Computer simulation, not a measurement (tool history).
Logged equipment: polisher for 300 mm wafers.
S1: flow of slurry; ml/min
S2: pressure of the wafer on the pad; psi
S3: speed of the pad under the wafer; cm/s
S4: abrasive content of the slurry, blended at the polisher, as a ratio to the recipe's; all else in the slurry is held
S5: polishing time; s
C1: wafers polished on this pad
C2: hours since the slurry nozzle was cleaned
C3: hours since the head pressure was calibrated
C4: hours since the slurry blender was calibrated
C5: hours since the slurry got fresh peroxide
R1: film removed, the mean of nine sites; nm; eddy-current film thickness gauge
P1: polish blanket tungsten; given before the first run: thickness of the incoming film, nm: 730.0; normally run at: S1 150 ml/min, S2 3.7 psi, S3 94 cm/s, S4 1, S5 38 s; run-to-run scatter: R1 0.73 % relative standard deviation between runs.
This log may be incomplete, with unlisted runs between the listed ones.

Run 1, hour 9.6: S1 150 ml/min, S2 3.7 psi, S3 94 cm/s, S4 1, S5 38 s; C1 759; C2 197; C3 214.9; C4 95.2; C5 48.7. Result: R1 187.07 nm.
Run 2, hour 18.2: S1 200 ml/min, S2 5 psi, S3 94 cm/s, S4 1, S5 38 s; C1 867; C2 205.6; C3 223.5; C4 103.8; C5 57.3. Result: R1 264.04 nm.
Run 3, hour 26.5: S1 150 ml/min, S2 5 psi, S3 68 cm/s, S4 1, S5 38 s; C1 972; C2 213.9; C3 231.8; C4 112.1; C5 65.6. Result: R1 182.84 nm.
Run 4, hour 33.6: S1 230 ml/min, S2 3.7 psi, S3 94 cm/s, S4 1, S5 38 s; C1 1061; C2 221; C3 238.9; C4 119.2; C5 72.7. Result: R1 199.16 nm.
Run 5, hour 44.4: S1 150 ml/min, S2 3.7 psi, S3 94 cm/s, S4 1, S5 59 s; C1 1197; C2 231.8; C3 249.7; C4 130; C5 83.5. Result: R1 290.17 nm.
Run 6, hour 50.5: S1 150 ml/min, S2 3.7 psi, S3 134 cm/s, S4 1, S5 38 s; C1 1274; C2 237.9; C3 255.8; C4 136.1; C5 89.6. Result: R1 269.93 nm.
Run 7, hour 62.3: S1 150 ml/min, S2 3.7 psi, S3 94 cm/s, S4 1, S5 38 s; C1 1423; C2 249.7; C3 267.6; C4 147.9; C5 101.4. Result: R1 190.09 nm.
Run 8, hour 71.4: S1 150 ml/min, S2 3.7 psi, S3 94 cm/s, S4 0.55, S5 18 s; C1 1538; C2 258.8; C3 276.7; C4 157; C5 110.5. Result: R1 77.72 nm.
Run 9, hour 76.8: S1 150 ml/min, S2 3.7 psi, S3 94 cm/s, S4 1, S5 38 s; C1 1606; C2 264.2; C3 282.1; C4 162.4; C5 115.9. Result: R1 187.73 nm.
Run 10, hour 84.7: S1 150 ml/min, S2 5.4 psi, S3 94 cm/s, S4 1, S5 38 s; C1 1705; C2 272.1; C3 290; C4 170.3; C5 123.8. Result: R1 273.99 nm.
Run 11, hour 94.2: S1 150 ml/min, S2 3.7 psi, S3 94 cm/s, S4 1, S5 24 s; C1 1825; C2 281.6; C3 299.5; C4 179.8; C5 133.3. Result: R1 119.66 nm.
Run 12, hour 106: S1 150 ml/min, S2 3.7 psi, S3 44 cm/s, S4 1, S5 38 s; C1 1974; C2 293.4; C3 311.3; C4 191.6; C5 145.1. Result: R1 88.315 nm.
Run 13, hour 115.5: S1 150 ml/min, S2 1.8 psi, S3 94 cm/s, S4 1, S5 38 s; C1 2094; C2 302.9; C3 320.8; C4 201.1; C5 154.6. Result: R1 92.441 nm.
Run 14, hour 121.2: S1 90 ml/min, S2 3.7 psi, S3 94 cm/s, S4 1, S5 38 s; C1 2165; C2 308.6; C3 326.5; C4 206.8; C5 160.3. Result: R1 169.96 nm.
Run 15, hour 132.9: S1 150 ml/min, S2 3.7 psi, S3 94 cm/s, S4 0.65, S5 38 s; C1 2313; C2 320.3; C3 338.2; C4 218.5; C5 172. Result: R1 171.67 nm.
Run 16, hour 141.6: S1 150 ml/min, S2 3.7 psi, S3 94 cm/s, S4 1, S5 38 s; C1 2423; C2 329; C3 346.9; C4 227.2; C5 180.7. Result: R1 188.59 nm.
Run 17, hour 147.1: S1 150 ml/min, S2 3.7 psi, S3 94 cm/s, S4 1.5, S5 38 s; C1 2492; C2 334.5; C3 352.4; C4 232.7; C5 186.2. Result: R1 206.02 nm.
Run 18, hour 157.8: S1 150 ml/min, S2 3.7 psi, S3 94 cm/s, S4 1, S5 38 s; C1 2627; C2 345.2; C3 363.1; C4 243.4; C5 196.9. Result: R1 187.12 nm.
Run 19, hour 169.1: S1 150 ml/min, S2 3.7 psi, S3 94 cm/s, S4 1, S5 38 s; C1 2769; C2 356.5; C3 374.4; C4 254.7; C5 208.2. Result: R1 182.1 nm.
Run 20, hour 176.6: S1 150 ml/min, S2 3.7 psi, S3 94 cm/s, S4 1, S5 38 s; C1 2864; C2 364; C3 381.9; C4 262.2; C5 215.7. Result: R1 179.24 nm.
At hour 178.4: head pressure recalibrated.
At hour 184: worn pad replaced by a new one.
Run 21, hour 187: S1 150 ml/min, S2 3.7 psi, S3 94 cm/s, S4 1, S5 38 s; C1 38; C2 374.4; C3 8.7; C4 272.6; C5 226.1. Result: R1 174.89 nm.
At hour 188.3: slurry blender recalibrated.
Run 22, hour 196.6: S1 150 ml/min, S2 3.7 psi, S3 94 cm/s, S4 1, S5 38 s; C1 159; C2 384; C3 18.3; C4 8.4; C5 235.7. Result: R1 174.77 nm.
Run 23, hour 205.3: S1 150 ml/min, S2 3.7 psi, S3 94 cm/s, S4 1, S5 38 s; C1 269; C2 392.7; C3 27; C4 17.1; C5 244.4. Result: R1 173.9 nm.
Run 24, hour 211: S1 150 ml/min, S2 3.7 psi, S3 94 cm/s, S4 1, S5 38 s; C1 341; C2 398.4; C3 32.7; C4 22.8; C5 250.1. Result: R1 173.35 nm.

The log shows P1 creeping away from where it was. Any of the 2 causes listed here, at the size stated for it, fits the log just as well as the others:
A: peroxide lost from the slurry, % = 17.6
B: slurry flow missing at the pad, % = 30.6
The creep began at about hour 157.8.
Each remaining cause and why it is not a fit:
removal rate lost through wear of the pad, %: serviced after onset, at hour 184, with no recovery of the prior output
head's pressure below its setpoint, %: serviced after onset, at hour 178.4, with no recovery of the prior output
abrasive missing from the slurry, %: serviced after onset, at hour 188.3, with no recovery of the prior output

The 4 check runs listed below each average the results of 5 wafers, and their outcomes are marked with question marks. Under which run would the listed causes produce clearly different results?
Run check 1, hour 216.7: S1 150 ml/min, S2 3.7 psi, S3 94 cm/s, S4 1.35, S5 38 s. Result: R1 ?.
Run check 2, hour 216.7: S1 150 ml/min, S2 3.7 psi, S3 54 cm/s, S4 1.5, S5 38 s. Result: R1 ?.
Run check 3, hour 216.7: S1 110 ml/min, S2 3.7 psi, S3 94 cm/s, S4 1, S5 38 s. Result: R1 ?.
Run check 4, hour 216.7: S1 150 ml/min, S2 5.2 psi, S3 94 cm/s, S4 1, S5 38 s. Result: R1 ?.

What every check run would give for each of its results, assuming each possible cause in turn:
  check  result    if A    if B
check 1      R1  187.48  187.43
check 2      R1  110.51  110.48
check 3      R1   163.9  159.99
check 4      R1  245.19  245.12
Distance between the nearest two causes, measured in the result of the check that separates them most: check 1 0.03 %; check 2 0.03 %; check 3 2.42 %; check 4 0.03 %
Of the check runs offered, only check 3 discriminates between the causes; the rest would read about the same regardless of which cause applies.

The results of check 3 are: R1 160.88 nm. Based on these, which of the listed causes is it?

It is B: slurry flow missing at the pad, %.
